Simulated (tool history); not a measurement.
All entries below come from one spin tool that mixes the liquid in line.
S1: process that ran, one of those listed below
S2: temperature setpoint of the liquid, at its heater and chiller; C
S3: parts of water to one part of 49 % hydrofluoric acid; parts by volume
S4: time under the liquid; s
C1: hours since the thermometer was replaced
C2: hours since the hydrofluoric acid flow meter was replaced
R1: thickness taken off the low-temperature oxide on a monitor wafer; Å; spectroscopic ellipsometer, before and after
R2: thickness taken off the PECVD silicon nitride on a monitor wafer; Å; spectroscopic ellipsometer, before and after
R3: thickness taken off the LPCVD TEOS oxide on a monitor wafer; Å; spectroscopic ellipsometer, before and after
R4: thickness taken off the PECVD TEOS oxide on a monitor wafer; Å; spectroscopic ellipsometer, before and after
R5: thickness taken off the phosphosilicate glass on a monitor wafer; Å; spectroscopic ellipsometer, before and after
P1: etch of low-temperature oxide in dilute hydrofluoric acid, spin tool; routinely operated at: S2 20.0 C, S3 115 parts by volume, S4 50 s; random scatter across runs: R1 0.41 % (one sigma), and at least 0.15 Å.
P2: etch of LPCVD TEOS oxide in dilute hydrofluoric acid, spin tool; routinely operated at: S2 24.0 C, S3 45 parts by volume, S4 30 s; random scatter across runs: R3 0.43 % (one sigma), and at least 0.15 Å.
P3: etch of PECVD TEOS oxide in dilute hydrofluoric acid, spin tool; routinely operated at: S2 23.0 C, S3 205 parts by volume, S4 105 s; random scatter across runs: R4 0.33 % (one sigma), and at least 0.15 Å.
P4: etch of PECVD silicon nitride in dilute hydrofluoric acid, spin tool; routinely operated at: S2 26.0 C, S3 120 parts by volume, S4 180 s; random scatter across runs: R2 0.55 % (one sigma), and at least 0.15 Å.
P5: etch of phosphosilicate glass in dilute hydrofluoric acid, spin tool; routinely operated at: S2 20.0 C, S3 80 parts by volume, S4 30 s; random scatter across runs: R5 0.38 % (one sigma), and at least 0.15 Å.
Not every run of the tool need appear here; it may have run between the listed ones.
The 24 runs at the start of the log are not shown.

| run | hour | S1 | S2 | S3 | S4 | C1 | C2 | R1 | R2 | R3 | R4 | R5 |
|---|---|---|---|---|---|---|---|---|---|---|---|---|
| 25 | 95.3 | P3 | 23.0 | 45 | 105 | 402.1 | 218.6 |  |  |  | 510.620 |  |
| 26 | 99.9 | P1 | 20.0 | 115 | 50 | 406.7 | 223.2 | 52.938 |  |  |  |  |
| 27 | 104.6 | P3 | 23.0 | 205 | 15 | 411.4 | 227.9 |  |  |  | 13.090 |  |
| 28 | 107.7 | P1 | 20.0 | 115 | 50 | 414.5 | 231.0 | 53.096 |  |  |  |  |
| 29 | 112.6 | P5 | 20.0 | 135 | 30 | 419.4 | 235.9 |  |  |  |  | 190.78 |
| 30 | 116.7 | P2 | 24.0 | 45 | 55 | 423.5 | 240.0 |  |  | 372.07 |  |  |
| 31 | 120.2 | P1 | 20.0 | 115 | 50 | 427.0 | 243.5 | 53.489 |  |  |  |  |
| 32 | 124.9 | P1 | 17.0 | 115 | 50 | 431.7 | 248.2 | 46.939 |  |  |  |  |
| 33 | 128.2 | P1 | 20.0 | 115 | 50 | 435.0 | 251.5 | 52.833 |  |  |  |  |
| 34 | 133.0 | P1 | 20.0 | 115 | 50 | 439.8 | 256.3 | 51.683 |  |  |  |  |
| 35 | 136.5 | P1 | 20.0 | 115 | 50 | 443.3 | 259.8 | 50.640 |  |  |  |  |
| 36 | 141.5 | P1 | 20.0 | 115 | 50 | 448.3 | 264.8 | 50.118 |  |  |  |  |
| 37 | 146.4 | P1 | 20.0 | 115 | 50 | 453.2 | 269.7 | 49.795 |  |  |  |  |
| 38 | 149.2 | P1 | 20.0 | 115 | 50 | 456.0 | 272.5 | 49.359 |  |  |  |  |
| 39 | 153.1 | P1 | 20.0 | 115 | 50 | 459.9 | 276.4 | 49.836 |  |  |  |  |
| 40 | 158.2 | P1 | 20.0 | 115 | 50 | 465.0 | 281.5 | 49.594 |  |  |  |  |
| 41 | 161.5 | P1 | 20.0 | 115 | 50 | 468.3 | 284.8 | 49.468 |  |  |  |  |

Run 42 is up next; what results do you expect?
| 42 | 164.8 | P1 | 20.0 | 115 | 50 | 471.6 | 288.1 | ? |  |  |  |  |

R1: 49.011 Å
